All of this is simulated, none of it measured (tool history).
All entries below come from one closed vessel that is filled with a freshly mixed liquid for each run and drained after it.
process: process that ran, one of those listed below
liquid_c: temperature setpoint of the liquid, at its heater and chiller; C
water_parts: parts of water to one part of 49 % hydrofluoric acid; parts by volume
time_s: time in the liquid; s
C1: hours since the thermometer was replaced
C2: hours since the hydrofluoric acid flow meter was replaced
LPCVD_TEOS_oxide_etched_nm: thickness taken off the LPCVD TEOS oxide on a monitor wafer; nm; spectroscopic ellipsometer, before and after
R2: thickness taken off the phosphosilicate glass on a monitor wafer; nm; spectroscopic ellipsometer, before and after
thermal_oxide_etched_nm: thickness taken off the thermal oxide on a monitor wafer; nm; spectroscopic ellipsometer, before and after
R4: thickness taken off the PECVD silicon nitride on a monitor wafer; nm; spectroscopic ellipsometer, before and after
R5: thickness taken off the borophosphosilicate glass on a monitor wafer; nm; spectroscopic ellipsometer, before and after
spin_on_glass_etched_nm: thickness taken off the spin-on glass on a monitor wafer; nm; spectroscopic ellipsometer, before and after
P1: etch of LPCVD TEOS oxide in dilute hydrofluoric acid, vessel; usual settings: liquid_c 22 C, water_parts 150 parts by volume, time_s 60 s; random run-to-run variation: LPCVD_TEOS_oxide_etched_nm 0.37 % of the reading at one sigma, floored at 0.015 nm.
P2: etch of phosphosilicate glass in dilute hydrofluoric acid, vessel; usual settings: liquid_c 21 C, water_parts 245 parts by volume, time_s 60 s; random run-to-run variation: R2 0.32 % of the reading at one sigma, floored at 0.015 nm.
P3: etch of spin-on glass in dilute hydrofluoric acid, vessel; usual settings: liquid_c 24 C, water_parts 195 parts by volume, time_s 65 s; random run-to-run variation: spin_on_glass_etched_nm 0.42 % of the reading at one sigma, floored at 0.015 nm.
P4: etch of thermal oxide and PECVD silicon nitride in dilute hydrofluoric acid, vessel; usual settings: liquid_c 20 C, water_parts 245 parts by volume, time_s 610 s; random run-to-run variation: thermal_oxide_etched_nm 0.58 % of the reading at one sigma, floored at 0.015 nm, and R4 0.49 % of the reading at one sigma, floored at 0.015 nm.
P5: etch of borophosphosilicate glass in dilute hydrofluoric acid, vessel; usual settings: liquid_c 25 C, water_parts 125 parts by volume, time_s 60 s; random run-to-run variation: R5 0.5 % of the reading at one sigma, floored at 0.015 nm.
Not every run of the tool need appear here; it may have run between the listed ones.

Run 1, hour 8.4: process P1, liquid_c 22 C, water_parts 150 parts by volume, time_s 60 s; C1 524.8; C2 1708.2. Result: LPCVD_TEOS_oxide_etched_nm 6.9898 nm.
Run 2, hour 23.6: process P2, liquid_c 21 C, water_parts 245 parts by volume, time_s 60 s; C1 540; C2 1723.4. Result: R2 18.923 nm.
Run 3, hour 35.3: process P4, liquid_c 20 C, water_parts 420 parts by volume, time_s 610 s; C1 551.7; C2 1735.1. Result: thermal_oxide_etched_nm 4.4362 nm, R4 3.6067 nm.
Run 4, hour 46.8: process P5, liquid_c 25 C, water_parts 215 parts by volume, time_s 60 s; C1 563.2; C2 1746.6. Result: R5 9.0349 nm.
Run 5, hour 58.7: process P3, liquid_c 24 C, water_parts 195 parts by volume, time_s 130 s; C1 575.1; C2 1758.5. Result: spin_on_glass_etched_nm 31.756 nm.
Run 6, hour 70.9: process P2, liquid_c 21 C, water_parts 245 parts by volume, time_s 110 s; C1 587.3; C2 1770.7. Result: R2 34.708 nm.
Run 7, hour 78.3: process P3, liquid_c 24 C, water_parts 195 parts by volume, time_s 65 s; C1 594.7; C2 1778.1. Result: spin_on_glass_etched_nm 15.777 nm.
Run 8, hour 87.4: process P1, liquid_c 22 C, water_parts 150 parts by volume, time_s 60 s; C1 603.8; C2 1787.2. Result: LPCVD_TEOS_oxide_etched_nm 6.9583 nm.
Run 9, hour 101.1: process P1, liquid_c 22 C, water_parts 150 parts by volume, time_s 115 s; C1 617.5; C2 1800.9. Result: LPCVD_TEOS_oxide_etched_nm 13.262 nm.
Run 10, hour 114.5: process P3, liquid_c 30.5 C, water_parts 195 parts by volume, time_s 65 s; C1 630.9; C2 1814.3. Result: spin_on_glass_etched_nm 19.884 nm.
Run 11, hour 123.9: process P1, liquid_c 22 C, water_parts 90 parts by volume, time_s 60 s; C1 640.3; C2 1823.7. Result: LPCVD_TEOS_oxide_etched_nm 12.472 nm.
Run 12, hour 135.4: process P1, liquid_c 26 C, water_parts 150 parts by volume, time_s 60 s; C1 651.8; C2 1835.2. Result: LPCVD_TEOS_oxide_etched_nm 8.0774 nm.
Run 13, hour 142.6: process P4, liquid_c 20 C, water_parts 245 parts by volume, time_s 610 s; C1 659; C2 1842.4. Result: thermal_oxide_etched_nm 8.8128 nm, R4 6.0647 nm.
Run 14, hour 150.6: process P1, liquid_c 22 C, water_parts 150 parts by volume, time_s 60 s; C1 667; C2 1850.4. Result: LPCVD_TEOS_oxide_etched_nm 6.9702 nm.
Run 15, hour 164.8: process P4, liquid_c 20 C, water_parts 245 parts by volume, time_s 610 s; C1 681.2; C2 1864.6. Result: thermal_oxide_etched_nm 8.9081 nm, R4 6.0658 nm.
Run 16, hour 180: process P2, liquid_c 21 C, water_parts 245 parts by volume, time_s 60 s; C1 696.4; C2 1879.8. Result: R2 18.84 nm.
Run 17, hour 193.5: process P1, liquid_c 22 C, water_parts 270 parts by volume, time_s 60 s; C1 709.9; C2 1893.3. Result: LPCVD_TEOS_oxide_etched_nm 3.422 nm.
Run 18, hour 207: process P1, liquid_c 17 C, water_parts 150 parts by volume, time_s 60 s; C1 723.4; C2 1906.8. Result: LPCVD_TEOS_oxide_etched_nm 5.7086 nm.
Run 19, hour 218.8: process P1, liquid_c 22 C, water_parts 150 parts by volume, time_s 60 s; C1 735.2; C2 1918.6. Result: LPCVD_TEOS_oxide_etched_nm 6.9812 nm.
Run 20, hour 229.9: process P5, liquid_c 18 C, water_parts 125 parts by volume, time_s 60 s; C1 746.3; C2 1929.7. Result: R5 13.037 nm.
Run 21, hour 238.3: process P2, liquid_c 21 C, water_parts 95 parts by volume, time_s 60 s; C1 754.7; C2 1938.1. Result: R2 56.886 nm.
Run 22, hour 248: process P1, liquid_c 22 C, water_parts 55 parts by volume, time_s 85 s; C1 764.4; C2 1947.8. Result: LPCVD_TEOS_oxide_etched_nm 29.864 nm.
Run 23, hour 255.7: process P3, liquid_c 24 C, water_parts 120 parts by volume, time_s 65 s; C1 772.1; C2 1955.5. Result: spin_on_glass_etched_nm 28.004 nm.
Run 24, hour 271.4: process P2, liquid_c 17 C, water_parts 245 parts by volume, time_s 60 s; C1 787.8; C2 1971.2. Result: R2 16.262 nm.
Run 25, hour 286.6: process P4, liquid_c 20 C, water_parts 245 parts by volume, time_s 990 s; C1 803; C2 1986.4. Result: thermal_oxide_etched_nm 14.414 nm, R4 9.8693 nm.
Run 26, hour 297.9: process P4, liquid_c 17 C, water_parts 245 parts by volume, time_s 610 s; C1 814.3; C2 1997.7. Result: thermal_oxide_etched_nm 7.9731 nm, R4 5.0042 nm.
Run 27, hour 311.6: process P5, liquid_c 25 C, water_parts 125 parts by volume, time_s 60 s; C1 828; C2 2011.4. Result: R5 17.296 nm.
Run 28, hour 324.5: process P1, liquid_c 22 C, water_parts 150 parts by volume, time_s 30 s; C1 840.9; C2 2024.3. Result: LPCVD_TEOS_oxide_etched_nm 3.4895 nm.
Run 29, hour 332.2: process P3, liquid_c 24 C, water_parts 195 parts by volume, time_s 65 s; C1 848.6; C2 2032. Result: spin_on_glass_etched_nm 15.745 nm.
Run 30, hour 339.9: process P5, liquid_c 25 C, water_parts 125 parts by volume, time_s 110 s; C1 856.3; C2 2039.7. Result: R5 31.509 nm.
Run 31, hour 350.7: process P1, liquid_c 22 C, water_parts 150 parts by volume, time_s 60 s; C1 867.1; C2 2050.5. Result: LPCVD_TEOS_oxide_etched_nm 6.9879 nm.
Run 32, hour 365.9: process P1, liquid_c 22 C, water_parts 150 parts by volume, time_s 60 s; C1 882.3; C2 2065.7. Result: LPCVD_TEOS_oxide_etched_nm 6.6691 nm.
Run 33, hour 376.9: process P1, liquid_c 22 C, water_parts 150 parts by volume, time_s 60 s; C1 893.3; C2 2076.7. Result: LPCVD_TEOS_oxide_etched_nm 6.511 nm.
Run 34, hour 385.1: process P1, liquid_c 22 C, water_parts 150 parts by volume, time_s 60 s; C1 901.5; C2 2084.9. Result: LPCVD_TEOS_oxide_etched_nm 6.4722 nm.
Run 35, hour 397.7: process P1, liquid_c 22 C, water_parts 150 parts by volume, time_s 60 s; C1 914.1; C2 2097.5. Result: LPCVD_TEOS_oxide_etched_nm 6.4182 nm.
Run 36, hour 404.7: process P1, liquid_c 22 C, water_parts 150 parts by volume, time_s 60 s; C1 921.1; C2 2104.5. Result: LPCVD_TEOS_oxide_etched_nm 6.4056 nm.
Run 37, hour 416.5: process P1, liquid_c 22 C, water_parts 150 parts by volume, time_s 60 s; C1 932.9; C2 2116.3. Result: LPCVD_TEOS_oxide_etched_nm 6.4055 nm.
Run 38, hour 429.2: process P1, liquid_c 22 C, water_parts 150 parts by volume, time_s 60 s; C1 945.6; C2 2129. Result: LPCVD_TEOS_oxide_etched_nm 6.3789 nm.

What P1 gives has crept off from where it sat before. The 2 causes that follow fit the log equally well, each at the size noted:
A: hydrofluoric acid flow below the setpoint (%) = 7.45
B: liquid colder than its thermometer reads (K) = 2.3
Onset of the creep was near hour 350.7.

Which of the 4 check runs listed below separates the causes, so that each cause would produce a clearly different result? Each run uses one wafer, and its results are marked with question marks.
Run check 1, hour 441.9: process P5, liquid_c 18 C, water_parts 195 parts by volume, time_s 60 s. Result: R5 ?.
Run check 2, hour 441.9: process P4, liquid_c 20 C, water_parts 410 parts by volume, time_s 610 s. Result: thermal_oxide_etched_nm ?, R4 ?.
Run check 3, hour 441.9: process P3, liquid_c 24 C, water_parts 195 parts by volume, time_s 120 s. Result: spin_on_glass_etched_nm ?.
Run check 4, hour 441.9: process P2, liquid_c 17 C, water_parts 245 parts by volume, time_s 60 s. Result: R2 ?.

Predicted outcomes, by check and by cause:
  check                   result    if A    if B
check 1                       R5  7.1306  7.1304
check 2  thermal_oxide_etched_nm  4.1531   4.252
check 2                       R4  3.4468  3.2178
check 3  spin_on_glass_etched_nm  26.536  26.747
check 4                       R2  14.762  14.818
Separation of the two closest causes in each check, using whichever result separates them best: check 1 0 %; check 2 6.88 %; check 3 0.79 %; check 4 0.38 %
Only in check 2 would the causes give clearly different results; in the remaining checks their results would be nearly the same.

Check 2 has now been run. It gave: thermal_oxide_etched_nm 4.2672 nm; R4 3.2274 nm. Which of the candidate causes is it?

Of the candidate causes, it is B: liquid colder than its thermometer reads (K).
